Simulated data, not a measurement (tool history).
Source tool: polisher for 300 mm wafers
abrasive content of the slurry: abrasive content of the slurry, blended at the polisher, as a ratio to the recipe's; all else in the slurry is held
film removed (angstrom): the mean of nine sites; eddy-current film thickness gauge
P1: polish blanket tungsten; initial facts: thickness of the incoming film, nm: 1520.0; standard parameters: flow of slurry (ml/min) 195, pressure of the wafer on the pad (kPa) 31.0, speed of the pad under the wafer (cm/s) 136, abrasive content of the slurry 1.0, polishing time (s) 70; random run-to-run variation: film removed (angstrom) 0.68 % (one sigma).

run   hour  flow of slurry (ml/min)  pressure of the wafer on the pad (kPa)  speed of the pad under the wafer (cm/s)  abrasive content of the slurry  polishing time (s)  wafers polished on this pad  hours since the slurry nozzle was cleaned  hours since the head pressure was calibrated  hours since the slurry blender was calibrated  hours since the slurry got fresh peroxide  film removed (angstrom)
  1   16.4                      195                                    31.0                                      136                             1.0                  70                          630                                      426.5                                         217.9                                           51.7                                      161.9                   5372.1
  2   32.5                      195                                    31.0                                      136                             1.3                  70                          755                                      442.6                                         234.0                                           67.8                                      178.0                   5668.9
  3   45.6                      195                                    31.0                                      136                             0.5                  70                          856                                      455.7                                         247.1                                           80.9                                      191.1                   4522.0
  4   59.0                      195                                    13.8                                      136                             1.0                  70                          960                                      469.1                                         260.5                                           94.3                                      204.5                   2378.5
  5   68.1                      195                                    31.0                                      174                             1.0                  70                         1030                                      478.2                                         269.6                                          103.4                                      213.6                   6930.7
  6   78.7                      195                                    31.0                                      136                             1.0                  97                         1112                                      488.8                                         280.2                                          114.0                                      224.2                   7405.3
  7   87.1                      310                                    31.0                                      136                             1.0                  70                         1177                                      497.2                                         288.6                                          122.4                                      232.6                   5625.1
  8  103.5                      195                                    46.2                                      136                             1.0                  70                         1304                                      513.6                                         305.0                                          138.8                                      249.0                   7881.9
  9  112.4                      195                                    31.0                                      136                             1.0                  70                         1373                                      522.5                                         313.9                                          147.7                                      257.9                   5323.5
 10  128.6                      195                                    31.0                                      136                             1.0                  70                         1499                                      538.7                                         330.1                                          163.9                                      274.1                   5371.1
 11  142.1                      195                                    31.0                                      136                             1.0                  70                         1603                                      552.2                                         343.6                                          177.4                                      287.6                   5241.0
     150.9  -- worn pad replaced by a new one
 12  158.2                      195                                    31.0                                      100                             1.0                  70                           57                                      568.3                                         359.7                                          193.5                                      303.7                   3889.1
 13  169.5                      195                                    23.4                                      136                             1.0                  50                          144                                      579.6                                         371.0                                          204.8                                      315.0                   2892.2
 14  176.8                      195                                    31.0                                      136                             1.0                  50                          201                                      586.9                                         378.3                                          212.1                                      322.3                   3808.7
 15  188.8                      115                                    31.0                                      136                             1.0                  70                          294                                      598.9                                         390.3                                          224.1                                      334.3                   4851.3
 16  202.8                      195                                    31.0                                      136                             1.0                  70                          402                                      612.9                                         404.3                                          238.1                                      348.3                   5349.2
 17  215.4                      195                                    31.0                                      136                             1.0                  70                          500                                      625.5                                         416.9                                          250.7                                      360.9                   5364.8
 18  223.1                      195                                    31.0                                      136                             1.0                  70                          559                                      633.2                                         424.6                                          258.4                                      368.6                   5301.8
 19  236.6                      195                                    31.0                                      136                             1.0                  70                          664                                      646.7                                         438.1                                          271.9                                      382.1                   5190.7
 20  247.8                      195                                    31.0                                      136                             1.0                  70                          751                                      657.9                                         449.3                                          283.1                                      393.3                   5117.7
 21  254.9                      195                                    31.0                                      136                             1.0                  70                          806                                      665.0                                         456.4                                          290.2                                      400.4                   5097.9
 22  267.1                      195                                    31.0                                      136                             1.0                  70                          900                                      677.2                                         468.6                                          302.4                                      412.6                   4938.3
     269.3  -- head pressure recalibrated
     275.7  -- slurry tank refilled with fresh slurry and peroxide
 23  281.7                      195                                    31.0                                      136                             1.0                  70                         1013                                      691.8                                          12.5                                          317.0                                        6.0                   4934.2
     292.2  -- worn pad replaced by a new one
 24  296.2                      195                                    31.0                                      136                             1.0                  70                           31                                      706.3                                          27.0                                          331.5                                       20.5                   4935.1
 25  304.5                      195                                    31.0                                      136                             1.0                  70                           95                                      714.6                                          35.3                                          339.8                                       28.8                   4909.8
 26  320.4                      195                                    31.0                                      136                             1.0                  70                          218                                      730.5                                          51.2                                          355.7                                       44.7                   4860.7

The log shows P1 creeping away from where it was. Any of the 2 causes listed here, at the size stated for it, fits the log just as well as the others:
A: slurry flow missing at the pad, % = 39.1
B: abrasive missing from the slurry, % = 31
Onset of the creep was near hour 223.1.
What rules out each remaining cause:
removal rate lost through wear of the pad, %: work on it at hour 292.2, done after the drift set in, did not restore what the process gave before
head's pressure below its setpoint, %: work on it at hour 269.3, done after the drift set in, did not restore what the process gave before
peroxide lost from the slurry, %: work on it at hour 275.7, done after the drift set in, did not restore what the process gave before

Listed below are the offered check runs, one wafer per run, with question marks in place of results. For which of them would the causes give clearly different outcomes?
check 1  336.3                      115                                    31.0                                      136                            1.00                  70                                                                                                                                                                                                                                        ?
check 2  336.3                      195                                    15.2                                      136                            0.55                  70                                                                                                                                                                                                                                        ?
check 3  336.3                      195                                    43.4                                      136                            1.00                  70                                                                                                                                                                                                                                        ?
check 4  336.3                      195                                    22.1                                      136                            1.00                  85                                                                                                                                                                                                                                        ?

What each check would give under each cause:
  check                   result    if A    if B
check 1  film removed (angstrom)  4234.0  4459.8
check 2  film removed (angstrom)  2086.5  2097.7
check 3  film removed (angstrom)  6853.6  6853.4
check 4  film removed (angstrom)  4227.1  4227.1
Separation of the two closest causes in each check, using whichever result separates them best: check 1 5.19 %; check 2 0.54 %; check 3 0 %; check 4 0 %
Check 1 is the one run that separates the causes; every other check would come out nearly the same whichever cause is at work.

Running check 1 produced the following: film removed (angstrom) 4254.0. Which one of the listed causes fits?

The correct cause is A, namely: slurry flow missing at the pad, %.
